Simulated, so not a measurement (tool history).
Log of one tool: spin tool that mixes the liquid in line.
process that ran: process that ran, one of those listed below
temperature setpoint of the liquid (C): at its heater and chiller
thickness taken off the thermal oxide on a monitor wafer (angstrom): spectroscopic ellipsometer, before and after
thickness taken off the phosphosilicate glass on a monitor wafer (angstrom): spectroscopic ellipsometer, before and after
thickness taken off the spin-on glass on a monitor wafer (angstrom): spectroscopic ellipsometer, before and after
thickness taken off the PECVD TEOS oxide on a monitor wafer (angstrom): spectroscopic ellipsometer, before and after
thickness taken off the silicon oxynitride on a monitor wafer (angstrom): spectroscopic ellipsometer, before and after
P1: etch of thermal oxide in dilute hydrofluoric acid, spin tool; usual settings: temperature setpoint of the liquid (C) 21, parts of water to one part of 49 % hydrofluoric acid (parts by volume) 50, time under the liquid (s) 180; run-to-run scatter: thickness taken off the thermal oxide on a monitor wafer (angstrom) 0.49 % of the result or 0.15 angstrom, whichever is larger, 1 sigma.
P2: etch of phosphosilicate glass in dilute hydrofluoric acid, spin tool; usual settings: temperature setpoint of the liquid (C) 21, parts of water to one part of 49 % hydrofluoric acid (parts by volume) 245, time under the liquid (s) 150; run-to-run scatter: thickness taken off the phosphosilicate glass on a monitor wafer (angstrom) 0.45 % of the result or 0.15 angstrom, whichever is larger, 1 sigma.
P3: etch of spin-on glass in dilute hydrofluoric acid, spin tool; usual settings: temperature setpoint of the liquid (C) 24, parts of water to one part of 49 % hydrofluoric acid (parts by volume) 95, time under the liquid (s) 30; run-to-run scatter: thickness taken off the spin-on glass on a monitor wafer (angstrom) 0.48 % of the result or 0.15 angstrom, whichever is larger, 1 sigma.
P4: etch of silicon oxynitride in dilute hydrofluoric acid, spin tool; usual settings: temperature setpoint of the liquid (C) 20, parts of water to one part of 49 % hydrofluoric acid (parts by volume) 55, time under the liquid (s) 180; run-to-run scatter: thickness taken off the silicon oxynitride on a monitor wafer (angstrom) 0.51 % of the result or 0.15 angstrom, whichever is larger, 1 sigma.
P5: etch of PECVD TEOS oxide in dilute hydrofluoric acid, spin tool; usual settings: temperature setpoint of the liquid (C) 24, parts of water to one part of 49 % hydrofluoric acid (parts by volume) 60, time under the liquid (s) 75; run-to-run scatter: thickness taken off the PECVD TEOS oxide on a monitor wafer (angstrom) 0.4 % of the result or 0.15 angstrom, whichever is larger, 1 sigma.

| run | hour | process that ran | temperature setpoint of the liquid (C) | parts of water to one part of 49 % hydrofluoric acid (parts by volume) | time under the liquid (s) | thickness taken off the thermal oxide on a monitor wafer (angstrom) | thickness taken off the phosphosilicate glass on a monitor wafer (angstrom) | thickness taken off the spin-on glass on a monitor wafer (angstrom) | thickness taken off the PECVD TEOS oxide on a monitor wafer (angstrom) | thickness taken off the silicon oxynitride on a monitor wafer (angstrom) |
|---|---|---|---|---|---|---|---|---|---|---|
| 1 | 6.6 | P1 | 21 | 50 | 180 | 160.36 |  |  |  |  |
| 2 | 13.9 | P2 | 21 | 440 | 150 |  | 284.4 |  |  |  |
| 3 | 20.8 | P3 | 24 | 170 | 30 |  |  | 78.358 |  |  |
| 4 | 27.7 | P5 | 24 | 60 | 75 |  |  |  | 215.62 |  |
| 5 | 38.7 | P1 | 21 | 50 | 180 | 159.17 |  |  |  |  |
| 6 | 48.9 | P5 | 24 | 60 | 75 |  |  |  | 215.51 |  |
| 7 | 56.2 | P1 | 17 | 50 | 180 | 133.52 |  |  |  |  |
| 8 | 66.6 | P5 | 24 | 30 | 75 |  |  |  | 447.44 |  |
| 9 | 74.4 | P2 | 21 | 245 | 150 |  | 603.08 |  |  |  |
| 10 | 80.3 | P5 | 24 | 60 | 115 |  |  |  | 330.35 |  |
| 11 | 89.4 | P5 | 19.5 | 60 | 75 |  |  |  | 177.73 |  |
| 12 | 98.2 | P3 | 24 | 95 | 60 |  |  | 305.62 |  |  |
| 13 | 110.4 | P2 | 21 | 245 | 235 |  | 946.53 |  |  |  |
| 14 | 123.2 | P4 | 20 | 55 | 75 |  |  |  |  | 30.781 |
| 15 | 134.7 | P1 | 21 | 50 | 80 | 70.851 |  |  |  |  |
| 16 | 142.7 | P4 | 28 | 55 | 180 |  |  |  |  | 108.92 |
| 17 | 153.3 | P3 | 17 | 95 | 30 |  |  | 115.4 |  |  |
| 18 | 165 | P4 | 20 | 20 | 180 |  |  |  |  | 209.01 |
| 19 | 176.6 | P3 | 24 | 95 | 30 |  |  | 153.23 |  |  |
| 20 | 189.3 | P1 | 21 | 50 | 260 | 230.8 |  |  |  |  |
| 21 | 199.9 | P1 | 25.5 | 20 | 180 | 501.23 |  |  |  |  |
| 22 | 211.6 | P1 | 21 | 50 | 180 | 159.85 |  |  |  |  |
| 23 | 218.6 | P4 | 20 | 55 | 180 |  |  |  |  | 74.962 |
| 24 | 228.2 | P1 | 21 | 50 | 180 | 159.06 |  |  |  |  |
| 25 | 234.5 | P4 | 20 | 55 | 180 |  |  |  |  | 73.867 |

Forecast run 26:
| 26 | 240.2 | P1 | 27.5 | 50 | 180 | ? |  |  |  |  |

thickness taken off the thermal oxide on a monitor wafer (angstrom): 208.21
